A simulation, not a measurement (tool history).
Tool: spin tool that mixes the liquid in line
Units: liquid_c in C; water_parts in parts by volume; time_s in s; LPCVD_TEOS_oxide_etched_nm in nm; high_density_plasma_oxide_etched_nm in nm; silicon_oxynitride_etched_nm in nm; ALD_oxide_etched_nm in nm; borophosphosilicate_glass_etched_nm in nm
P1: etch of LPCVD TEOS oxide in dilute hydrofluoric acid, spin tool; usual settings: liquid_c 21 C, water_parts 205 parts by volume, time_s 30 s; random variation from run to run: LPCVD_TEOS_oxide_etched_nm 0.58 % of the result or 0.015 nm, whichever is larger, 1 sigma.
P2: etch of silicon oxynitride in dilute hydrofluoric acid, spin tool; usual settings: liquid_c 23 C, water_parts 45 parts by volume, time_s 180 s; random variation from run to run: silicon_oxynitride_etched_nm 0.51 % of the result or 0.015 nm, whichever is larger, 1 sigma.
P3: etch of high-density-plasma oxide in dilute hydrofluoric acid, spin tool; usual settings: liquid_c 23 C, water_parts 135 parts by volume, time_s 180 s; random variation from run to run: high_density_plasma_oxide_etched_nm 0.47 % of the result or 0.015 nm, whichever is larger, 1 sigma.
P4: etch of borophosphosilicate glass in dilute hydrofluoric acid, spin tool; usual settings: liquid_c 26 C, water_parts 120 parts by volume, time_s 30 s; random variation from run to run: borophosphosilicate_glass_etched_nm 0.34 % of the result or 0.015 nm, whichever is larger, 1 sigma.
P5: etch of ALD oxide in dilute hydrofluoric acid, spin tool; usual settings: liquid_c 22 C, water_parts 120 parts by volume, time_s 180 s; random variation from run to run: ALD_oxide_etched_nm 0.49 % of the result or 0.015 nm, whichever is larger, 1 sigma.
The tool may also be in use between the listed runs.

run,hour,process,liquid_c,water_parts,time_s,LPCVD_TEOS_oxide_etched_nm,high_density_plasma_oxide_etched_nm,silicon_oxynitride_etched_nm,ALD_oxide_etched_nm,borophosphosilicate_glass_etched_nm
1,10.4,P1,21,205,30,6.5106,,,,
2,19.3,P1,21,205,30,6.5315,,,,
3,27.7,P3,23,25,180,,50.924,,,
4,36.3,P2,26.5,45,180,,,11.488,,
5,51.7,P1,21,85,30,17.809,,,,
6,68,P1,25.5,205,30,7.7181,,,,
7,76.4,P2,23,70,180,,,6.0772,,
8,90.2,P1,17,205,30,5.5626,,,,
9,105.4,P1,21,205,30,6.6321,,,,
10,119.7,P1,21,355,30,3.2777,,,,
11,129.6,P5,22,120,275,,,,50.408,
12,142.6,P1,21,205,30,6.5382,,,,
13,156.7,P1,21,205,30,6.5241,,,,
14,168.8,P1,21,205,15,3.2295,,,,
15,180.9,P4,26,120,30,,,,,11.438
16,193.7,P3,23,135,180,,8.0787,,,
17,204.5,P1,21,80,15,9.549,,,,
18,218.1,P4,20.5,120,30,,,,,9.0975
19,225.8,P5,22,120,180,,,,32.605,
20,234.9,P4,26,120,30,,,,,11.25
# hour 236.4: hydrofluoric acid flow meter replaced
21,248.2,P4,26,30,30,,,,,51.222
22,261.8,P5,22,45,180,,,,95.07,
23,274.2,P1,21,205,55,11.998,,,,
24,281.7,P2,23,45,180,,,9.6583,,
25,298.2,P5,17,120,180,,,,26.802,
26,312.1,P3,23,135,20,,0.89615,,,
27,322.4,P4,26,120,15,,,,,5.6877
28,339.1,P3,17,135,180,,6.3922,,,
29,355.4,P2,23,45,15,,,0.77803,,

Forecast run 30:
30,371.2,P1,21,205,30,?,,,,

LPCVD_TEOS_oxide_etched_nm: 6.5608 nm
